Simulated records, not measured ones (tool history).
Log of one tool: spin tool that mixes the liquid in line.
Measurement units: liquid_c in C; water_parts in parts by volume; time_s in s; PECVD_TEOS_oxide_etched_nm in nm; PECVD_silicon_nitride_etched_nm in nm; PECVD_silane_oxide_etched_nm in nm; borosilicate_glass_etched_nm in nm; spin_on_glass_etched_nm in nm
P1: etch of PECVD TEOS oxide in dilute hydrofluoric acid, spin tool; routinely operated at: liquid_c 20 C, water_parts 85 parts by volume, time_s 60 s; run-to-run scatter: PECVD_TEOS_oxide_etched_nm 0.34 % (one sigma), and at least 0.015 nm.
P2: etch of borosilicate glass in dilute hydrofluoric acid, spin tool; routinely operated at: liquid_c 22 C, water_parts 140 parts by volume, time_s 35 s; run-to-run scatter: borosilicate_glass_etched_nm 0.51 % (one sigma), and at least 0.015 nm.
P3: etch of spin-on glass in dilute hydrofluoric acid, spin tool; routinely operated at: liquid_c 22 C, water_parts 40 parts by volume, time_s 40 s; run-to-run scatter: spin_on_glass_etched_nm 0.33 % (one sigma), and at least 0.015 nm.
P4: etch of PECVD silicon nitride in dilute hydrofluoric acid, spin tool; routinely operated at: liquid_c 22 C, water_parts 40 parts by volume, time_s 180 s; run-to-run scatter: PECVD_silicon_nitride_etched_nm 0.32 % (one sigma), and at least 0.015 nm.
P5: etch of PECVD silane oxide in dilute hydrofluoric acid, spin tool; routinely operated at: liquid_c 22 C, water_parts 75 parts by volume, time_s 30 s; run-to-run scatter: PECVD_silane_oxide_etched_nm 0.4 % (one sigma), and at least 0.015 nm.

run   hour  process  liquid_c  water_parts  time_s  hours since the thermometer was replaced  hours since the hydrofluoric acid flow meter was replaced  PECVD_TEOS_oxide_etched_nm  PECVD_silicon_nitride_etched_nm  PECVD_silane_oxide_etched_nm  borosilicate_glass_etched_nm  spin_on_glass_etched_nm
  1    6.2       P1        20           85      60                                    1098.3                                                      644.4                      16.874
  2   13.5       P4        22           40     180                                    1105.6                                                      651.7                                                       21.433
  3   17.4       P1        20           85      60                                    1109.5                                                      655.6                      16.778
  4     22       P1        20           85      60                                    1114.1                                                      660.2                      16.882
  5   26.7       P1        20           85     115                                    1118.8                                                      664.9                      32.113
  6     34       P1        20          125      60                                    1126.1                                                      672.2                      11.045
  7   37.5       P1        20           85      60                                    1129.6                                                      675.7                      16.863
  8     41       P4        22           40     350                                    1133.1                                                      679.2                                                       41.607
  9   46.5       P5        22           75      60                                    1138.6                                                      684.7                                                                                     28.645
 10   49.7       P1        20           45      60                                    1141.8                                                      687.9                      33.486
 11   55.3       P5        22           75      30                                    1147.4                                                      693.5                                                                                     14.362
 12   60.6       P2        28          140      35                                    1152.7                                                      698.8                                                                                                                   8.7908
        65  -- hydrofluoric acid flow meter replaced
 13   66.3       P5        22           20      30                                    1158.4                                                        1.3                                                                                     58.114
 14   73.5       P1        25           85      60                                    1165.6                                                        8.5                      20.604
 15   76.8       P4        22           70     180                                    1168.9                                                       11.8                                                       12.412
 16   81.8       P3        22           40      60                                    1173.9                                                       16.8                                                                                                                                            56.471
 17   86.9       P2        22          140      35                                      1179                                                       21.9                                                                                                                   6.9833
 18   93.7       P2        22          140      35                                    1185.8                                                       28.7                                                                                                                   6.9791
 19  100.7       P1        20           85      30                                    1192.8                                                       35.7                      8.4857
 20  107.3       P4        17           40     180                                    1199.4                                                       42.3                                                         15.1
 21  113.3       P3        22           40      40                                    1205.4                                                       48.3                                                                                                                                            37.343
 22    120       P1        17           85      60                                    1212.1                                                         55                      14.791
 23  127.1       P3        22           65      40                                    1219.2                                                       62.1                                                                                                                                            22.269
 24    131       P2        22          140      50                                    1223.1                                                         66                                                                                                                   10.117
 25  134.7       P3      29.5           40      40                                    1226.8                                                       69.7                                                                                                                                            51.038
 26  139.1       P1        20           50      85                                    1231.2                                                       74.1                      42.406
 27  144.7       P1        20           85      60                                    1236.8                                                       79.7                      16.915
 28  150.3       P1        20           85      60                                    1242.4                                                       85.3                      16.922
 29  156.1       P5        17           75      30                                    1248.2                                                       91.1                                                                                     11.614
 30  159.6       P5        22           75      30                                    1251.7                                                       94.6                                                                                     14.263
 31  166.7       P2        22          245      35                                    1258.8                                                      101.7                                                                                                                    3.647
 32  170.4       P1        20           85      60                                    1262.5                                                      105.4                      16.761
 33  175.4       P1        20           85      60                                    1267.5                                                      110.4                        17.5
 34  179.4       P1        20           85      60                                    1271.5                                                      114.4                      17.626
 35  185.7       P1        20           85      60                                    1277.8                                                      120.7                      17.807
 36    190       P1        20           85      60                                    1282.1                                                        125                      17.991
 37  196.1       P1        20           85      60                                    1288.2                                                      131.1                      18.104
 38    203       P1        20           85      60                                    1295.1                                                        138                      18.271
 39  208.9       P1        20           85      60                                      1301                                                      143.9                      18.146
 40  215.5       P1        20           85      60                                    1307.6                                                      150.5                      18.387
 41  221.9       P1        20           85      60                                      1314                                                      156.9                      18.254

Something has made what P1 gives creep away from where it was; the 2 causes below, each at its own stated size, fit the log equally well:
A: hydrofluoric acid flow above the setpoint (%) = 7.55
B: liquid hotter than its thermometer reads (K) = 1.94
At approximately hour 170.4, the process output began to creep.

The check runs listed below each take one wafer, and their results are still question marks. Under which run would the listed causes lead to clearly different results?
check 1  228.3       P3        22           40      40                                                                                                                                                                                                                                                      ?
check 2  228.3       P4        22           40     180                                                                                                                                                                 ?
check 3  228.3       P5        22           75      30                                                                                                                                                                                               ?
check 4  228.3       P2        22          140      35                                                                                                                                                                                                                             ?

How each check would come out, cause by cause:
  check                           result    if A    if B
check 1          spin_on_glass_etched_nm   40.42   40.61
check 2  PECVD_silicon_nitride_etched_nm  22.932  24.393
check 3     PECVD_silane_oxide_etched_nm  15.522  15.519
check 4     borosilicate_glass_etched_nm  7.6353  7.5723
Per check, the gap between the least separated pair of causes, taken in the result that splits them most: check 1 0.47 %; check 2 6.18 %; check 3 0.02 %; check 4 0.83 %
Check 2 tells the causes apart: in the others they would give nearly the same result.

The results of check 2 are: PECVD_silicon_nitride_etched_nm 24.341 nm. Based on these, which of the listed causes is it?

The correct cause is B, namely: liquid hotter than its thermometer reads (K).

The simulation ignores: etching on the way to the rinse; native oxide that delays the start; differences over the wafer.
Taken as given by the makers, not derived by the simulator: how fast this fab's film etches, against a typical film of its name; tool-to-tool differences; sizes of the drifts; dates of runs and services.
